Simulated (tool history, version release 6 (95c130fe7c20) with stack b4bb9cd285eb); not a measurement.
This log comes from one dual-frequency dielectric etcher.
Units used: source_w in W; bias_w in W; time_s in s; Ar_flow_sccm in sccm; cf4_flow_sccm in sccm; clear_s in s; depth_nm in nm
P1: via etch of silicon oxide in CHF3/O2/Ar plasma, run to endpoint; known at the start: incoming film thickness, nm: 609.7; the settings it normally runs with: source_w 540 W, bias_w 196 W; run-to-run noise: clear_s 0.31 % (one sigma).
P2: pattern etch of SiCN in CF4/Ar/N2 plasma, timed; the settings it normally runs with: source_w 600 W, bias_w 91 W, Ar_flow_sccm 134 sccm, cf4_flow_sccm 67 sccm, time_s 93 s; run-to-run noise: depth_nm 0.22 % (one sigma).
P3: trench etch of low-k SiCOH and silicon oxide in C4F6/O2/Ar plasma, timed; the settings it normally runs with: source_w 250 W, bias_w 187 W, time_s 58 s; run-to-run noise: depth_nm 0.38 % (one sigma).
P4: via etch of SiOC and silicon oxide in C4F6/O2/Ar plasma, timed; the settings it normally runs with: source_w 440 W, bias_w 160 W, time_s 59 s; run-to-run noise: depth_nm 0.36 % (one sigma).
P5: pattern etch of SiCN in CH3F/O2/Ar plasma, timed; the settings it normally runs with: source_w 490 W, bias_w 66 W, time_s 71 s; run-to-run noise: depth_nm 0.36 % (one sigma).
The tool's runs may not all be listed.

run	hour	process	source_w	bias_w	time_s	Ar_flow_sccm	cf4_flow_sccm	hours since the last wet clean	hours since the last source power generator calibration	hours since the last bias power generator calibration	clear_s	depth_nm
1	5.4	P1	540	196				197.5	679.5	2965.6	302.7	
2	9.2	P1	750	196				201.3	683.3	2969.4	266.85	
3	12.7	P5	650	66	71			204.8	686.8	2972.9		30.045
4	16.3	P3	250	187	86.5			208.4	690.4	2976.5		234.18
5	22.6	P5	490	66	71			214.7	696.7	2982.8		27.026
6	27.8	P4	440	160	59			219.9	701.9	2988		64.935
7	31.9	P4	440	223	59			224	706	2992.1		72.376
8	36.2	P5	490	66	92.5			228.3	710.3	2996.4		35.461
9	40	P1	540	196				232.1	714.1	3000.2	302.53	
10	44.9	P1	540	196				237	719	3005.1	300.54	
11	49.6	P1	720	158				241.7	723.7	3009.8	290.41	
12	56	P1	540	123				248.1	730.1	3016.2	352.11	
# hour 56.8: bias power generator calibrated
13	62	P3	250	187	58			254.1	736.1	5.3		158.59
14	68.1	P2	600	91	93	134	67	260.2	742.2	11.4		105.87
15	74.5	P3	170	187	58			266.6	748.6	17.8		134.75
16	81	P2	600	91	93	107	67	273.1	755.1	24.3		108.78
17	85.1	P3	250	262	58			277.2	759.2	28.4		175.77
18	89.7	P1	540	196				281.8	763.8	33	300.34	
19	94.7	P5	490	66	71			286.8	768.8	38		26.917
20	99.7	P4	320	160	59			291.8	773.8	43		57.485
21	105.6	P1	540	233				297.7	779.7	48.9	285.19	
22	112	P2	790	91	93	134	67	304.1	786.1	55.3		134.11
23	117.4	P2	600	53	93	134	67	309.5	791.5	60.7		86.891
24	121.9	P4	440	160	73			314	796	65.2		80.639
25	126.6	P5	490	44	71			318.7	800.7	69.9		23.817
26	132.7	P1	670	270				324.8	806.8	76	250.89	
27	138.8	P1	680	272				330.9	812.9	82.1	246.1	
28	142.4	P1	540	196				334.5	816.5	85.7	303.86	
29	147.8	P1	440	196				339.9	821.9	91.1	327.65	
30	151.4	P4	440	160	59			343.5	825.5	94.7		65.145
31	156.1	P2	600	91	93	134	51	348.2	830.2	99.4		101.1
32	159.7	P1	540	196				351.8	833.8	103	302.91	
33	164.6	P2	600	91	58	134	67	356.7	838.7	107.9		65.749
34	168.3	P1	540	196				360.4	842.4	111.6	303.87	
35	174.8	P1	540	196				366.9	848.9	118.1	300.41	
36	180.6	P1	540	196				372.7	854.7	123.9	300.23	
37	184	P1	540	196				376.1	858.1	127.3	299.05	
# hour 185: wet clean of the chamber
38	189.5	P1	540	196				4.6	863.6	132.8	299.73	
39	195.9	P1	540	196				11	870	139.2	300.22	
40	200.1	P1	540	196				15.2	874.2	143.4	297.97	
41	204	P1	540	196				19.1	878.1	147.3	298.2	
42	207.6	P1	540	196				22.7	881.7	150.9	298.6	
43	211.8	P1	540	196				26.9	885.9	155.1	296.01	

P1 has crept away from where it was. The log is fitted equally well by each of these 2 causes, at the sizes shown:
A: source power that arrives over what is set, % = 4.17
B: bias power that arrives over what is set, % = 4.59
The process output started creeping at around hour 168.3.
Ruled out, with reasons:
chamber walls in a state that raises the etch rate, %: work on it at hour 185, done after the drift set in, did not restore what the process gave before

Each of the 4 check runs below uses one wafer; its results are left as question marks. Which run tells the causes apart?
check 1	216	P4	440	206	59							?
check 2	216	P3	180	260	58							?
check 3	216	P5	490	44	71							?
check 4	216	P2	600	59	73	134	67					?

How each check would come out, cause by cause:
check	result	if A	if B
check 1	depth_nm	71.698	71.631
check 2	depth_nm	157.53	157.65
check 3	depth_nm	24.085	24.032
check 4	depth_nm	73.409	71.925
Minimum pairwise separation of causes per check, each pair taken at its best-separating result: check 1 0.09 %; check 2 0.07 %; check 3 0.22 %; check 4 2.04 %
Check 4 distinguishes between the causes, while the remaining checks would return nearly the same result for all of them.

With check 4 done, the readings were: depth_nm 73.479 nm. Identify which of the listed causes applies.

A is the cause: source power that arrives over what is set, %.
